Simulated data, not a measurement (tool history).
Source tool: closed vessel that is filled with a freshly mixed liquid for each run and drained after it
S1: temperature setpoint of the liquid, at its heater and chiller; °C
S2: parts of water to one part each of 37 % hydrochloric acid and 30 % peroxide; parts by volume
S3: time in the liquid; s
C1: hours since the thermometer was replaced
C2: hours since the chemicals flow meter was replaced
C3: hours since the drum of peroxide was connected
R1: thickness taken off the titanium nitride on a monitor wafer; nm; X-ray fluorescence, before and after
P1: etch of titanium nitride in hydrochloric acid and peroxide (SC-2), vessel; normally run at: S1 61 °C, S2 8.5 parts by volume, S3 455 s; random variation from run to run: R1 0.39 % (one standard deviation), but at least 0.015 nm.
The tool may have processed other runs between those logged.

{"run": 1, "hour": 14.0, "S1": 61, "S2": 8.5, "S3": 455, "C1": 312.9, "C2": 1597.8, "C3": 288.8, "R1": 33.188}
{"run": 2, "hour": 24.0, "S1": 72, "S2": 8.5, "S3": 455, "C1": 322.9, "C2": 1607.8, "C3": 298.8, "R1": 64.088}
{"run": 3, "hour": 33.9, "S1": 61, "S2": 8.5, "S3": 455, "C1": 332.8, "C2": 1617.7, "C3": 308.7, "R1": 33.437}
{"run": 4, "hour": 46.4, "S1": 61, "S2": 8.5, "S3": 905, "C1": 345.3, "C2": 1630.2, "C3": 321.2, "R1": 66.268}
{"run": 5, "hour": 58.8, "S1": 61, "S2": 8.5, "S3": 455, "C1": 357.7, "C2": 1642.6, "C3": 333.6, "R1": 33.457}
{"run": 6, "hour": 67.7, "S1": 69, "S2": 8.5, "S3": 30, "C1": 366.6, "C2": 1651.5, "C3": 342.5, "R1": 3.6098}
{"run": 7, "hour": 77.0, "S1": 61, "S2": 8.5, "S3": 455, "C1": 375.9, "C2": 1660.8, "C3": 351.8, "R1": 33.124}
{"run": 8, "hour": 84.0, "S1": 61, "S2": 4, "S3": 455, "C1": 382.9, "C2": 1667.8, "C3": 358.8, "R1": 58.074}
{"run": 9, "hour": 94.8, "S1": 61, "S2": 8.5, "S3": 455, "C1": 393.7, "C2": 1678.6, "C3": 369.6, "R1": 33.197}
{"run": 10, "hour": 103.8, "S1": 61, "S2": 12.5, "S3": 875, "C1": 402.7, "C2": 1687.6, "C3": 378.6, "R1": 46.088}
{"run": 11, "hour": 114.3, "S1": 68, "S2": 4, "S3": 455, "C1": 413.2, "C2": 1698.1, "C3": 389.1, "R1": 89.369}
{"run": 12, "hour": 122.4, "S1": 61, "S2": 8.5, "S3": 30, "C1": 421.3, "C2": 1706.2, "C3": 397.2, "R1": 2.1871}
{"run": 13, "hour": 135.3, "S1": 51, "S2": 8.5, "S3": 455, "C1": 434.2, "C2": 1719.1, "C3": 410.1, "R1": 17.556}
{"run": 14, "hour": 144.2, "S1": 61, "S2": 14.5, "S3": 455, "C1": 443.1, "C2": 1728, "C3": 419, "R1": 21.108}
{"run": 15, "hour": 158.4, "S1": 61, "S2": 8.5, "S3": 455, "C1": 457.3, "C2": 1742.2, "C3": 433.2, "R1": 33.289}
{"run": 16, "hour": 172.1, "S1": 61, "S2": 8.5, "S3": 455, "C1": 471, "C2": 1755.9, "C3": 446.9, "R1": 33.295}
{"run": 17, "hour": 184.1, "S1": 61, "S2": 8.5, "S3": 455, "C1": 483, "C2": 1767.9, "C3": 458.9, "R1": 34.814}
{"run": 18, "hour": 192.6, "S1": 61, "S2": 8.5, "S3": 455, "C1": 491.5, "C2": 1776.4, "C3": 467.4, "R1": 35.189}
{"run": 19, "hour": 201.8, "S1": 61, "S2": 8.5, "S3": 455, "C1": 500.7, "C2": 1785.6, "C3": 476.6, "R1": 35.604}
{"run": 20, "hour": 212.7, "S1": 61, "S2": 8.5, "S3": 455, "C1": 511.6, "C2": 1796.5, "C3": 487.5, "R1": 35.983}
{"run": 21, "hour": 225.6, "S1": 61, "S2": 8.5, "S3": 455, "C1": 524.5, "C2": 1809.4, "C3": 500.4, "R1": 36.357}
{"run": 22, "hour": 236.2, "S1": 61, "S2": 8.5, "S3": 455, "C1": 535.1, "C2": 1820, "C3": 511, "R1": 36.235}
{"run": 23, "hour": 243.7, "S1": 61, "S2": 8.5, "S3": 455, "C1": 542.6, "C2": 1827.5, "C3": 518.5, "R1": 36.142}

Run 24 is up next; what results do you expect?
{"run": 24, "hour": 251.9, "S1": 61, "S2": 8.5, "S3": 455, "C1": 550.8, "C2": 1835.7, "C3": 526.7, "R1": "?"}

{"run 24": {"R1": 36.346}}
